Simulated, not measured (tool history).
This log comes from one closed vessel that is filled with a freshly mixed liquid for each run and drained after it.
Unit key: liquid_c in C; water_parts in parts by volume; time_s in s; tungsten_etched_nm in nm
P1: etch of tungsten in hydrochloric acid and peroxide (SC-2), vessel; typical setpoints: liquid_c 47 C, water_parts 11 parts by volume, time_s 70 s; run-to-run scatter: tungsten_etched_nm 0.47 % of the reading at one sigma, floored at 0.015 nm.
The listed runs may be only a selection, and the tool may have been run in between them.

Run 1, hour 14.1: liquid_c 47 C, water_parts 11 parts by volume, time_s 70 s. Result: tungsten_etched_nm 8.0981 nm.
Run 2, hour 23.6: liquid_c 47 C, water_parts 11 parts by volume, time_s 70 s. Result: tungsten_etched_nm 8.1072 nm.
Run 3, hour 37.7: liquid_c 35 C, water_parts 11 parts by volume, time_s 70 s. Result: tungsten_etched_nm 3.4619 nm.
Run 4, hour 44.5: liquid_c 61.5 C, water_parts 11 parts by volume, time_s 70 s. Result: tungsten_etched_nm 20.914 nm.
At hour 44.6: new drum of peroxide connected.
Run 5, hour 59.4: liquid_c 47 C, water_parts 4 parts by volume, time_s 70 s. Result: tungsten_etched_nm 17.578 nm.
Run 6, hour 74.7: liquid_c 35 C, water_parts 4 parts by volume, time_s 70 s. Result: tungsten_etched_nm 7.5538 nm.
Run 7, hour 84.6: liquid_c 47 C, water_parts 11 parts by volume, time_s 70 s. Result: tungsten_etched_nm 8.0718 nm.
At hour 91.2: thermometer replaced.
Run 8, hour 94.5: liquid_c 47 C, water_parts 11 parts by volume, time_s 70 s. Result: tungsten_etched_nm 8.1303 nm.
Run 9, hour 104.7: liquid_c 47 C, water_parts 11 parts by volume, time_s 30 s. Result: tungsten_etched_nm 3.471 nm.
Run 10, hour 117.1: liquid_c 47 C, water_parts 11 parts by volume, time_s 130 s. Result: tungsten_etched_nm 15.01 nm.
Run 11, hour 128.4: liquid_c 47 C, water_parts 19 parts by volume, time_s 70 s. Result: tungsten_etched_nm 5.0512 nm.
Run 12, hour 139.9: liquid_c 47 C, water_parts 11 parts by volume, time_s 70 s. Result: tungsten_etched_nm 8.125 nm.
Run 13, hour 148.5: liquid_c 47 C, water_parts 11 parts by volume, time_s 70 s. Result: tungsten_etched_nm 8.131 nm.
Run 14, hour 155.2: liquid_c 47 C, water_parts 11 parts by volume, time_s 70 s. Result: tungsten_etched_nm 8.2595 nm.
Run 15, hour 168: liquid_c 47 C, water_parts 11 parts by volume, time_s 70 s. Result: tungsten_etched_nm 8.4667 nm.
Run 16, hour 175.8: liquid_c 47 C, water_parts 11 parts by volume, time_s 70 s. Result: tungsten_etched_nm 8.4724 nm.
Run 17, hour 187.4: liquid_c 47 C, water_parts 11 parts by volume, time_s 70 s. Result: tungsten_etched_nm 8.5733 nm.
Run 18, hour 198.5: liquid_c 47 C, water_parts 11 parts by volume, time_s 70 s. Result: tungsten_etched_nm 8.638 nm.
Run 19, hour 205.9: liquid_c 47 C, water_parts 11 parts by volume, time_s 70 s. Result: tungsten_etched_nm 8.6756 nm.
Run 20, hour 218.9: liquid_c 47 C, water_parts 11 parts by volume, time_s 70 s. Result: tungsten_etched_nm 8.736 nm.
Run 21, hour 231.5: liquid_c 47 C, water_parts 11 parts by volume, time_s 70 s. Result: tungsten_etched_nm 8.7843 nm.
Run 22, hour 246.8: liquid_c 47 C, water_parts 11 parts by volume, time_s 70 s. Result: tungsten_etched_nm 8.7906 nm.
Run 23, hour 257.1: liquid_c 47 C, water_parts 11 parts by volume, time_s 70 s. Result: tungsten_etched_nm 8.7261 nm.
Run 24, hour 271.7: liquid_c 47 C, water_parts 11 parts by volume, time_s 70 s. Result: tungsten_etched_nm 8.7497 nm.

Something has made what P1 gives creep away from where it was; the 2 causes below, each at its own stated size, fit the log equally well:
A: chemicals flow above the setpoint (%) = 10.6
B: liquid hotter than its thermometer reads (K) = 1.25
Onset of the creep was near hour 148.5.
Every other cause this tool's parts could produce, and why it does not fit the log:
peroxide weaker than its label (%): cannot exceed 8; that much would move tungsten_etched_nm by -7.4 %, which falls short of the creep or goes against it

Of the 4 check runs below, each run on 3 wafers with the results averaged and each result still a question mark, which one would tell the listed causes apart?
Run check 1, hour 286.3: liquid_c 47 C, water_parts 15.5 parts by volume, time_s 30 s. Result: tungsten_etched_nm ?.
Run check 2, hour 286.3: liquid_c 38.5 C, water_parts 4 parts by volume, time_s 70 s. Result: tungsten_etched_nm ?.
Run check 3, hour 286.3: liquid_c 35 C, water_parts 15 parts by volume, time_s 70 s. Result: tungsten_etched_nm ?.
Run check 4, hour 286.3: liquid_c 47 C, water_parts 18 parts by volume, time_s 45 s. Result: tungsten_etched_nm ?.

Check results expected under each cause:
  check              result    if A    if B
check 1  tungsten_etched_nm   2.818  2.8063
check 2  tungsten_etched_nm  10.359  10.603
check 3  tungsten_etched_nm   2.901  2.9094
check 4  tungsten_etched_nm  3.7041  3.6833
Smallest distance between any two causes, each pair judged by its most separating result, in per cent: check 1 0.42 %; check 2 2.33 %; check 3 0.29 %; check 4 0.56 %
The other checks would show nearly matching results whichever cause is true, so check 2 is the only one that separates the causes.

Running check 2 produced the following: tungsten_etched_nm 10.637 nm. Which one of the listed causes fits?

Of the candidate causes, it is B: liquid hotter than its thermometer reads (K).
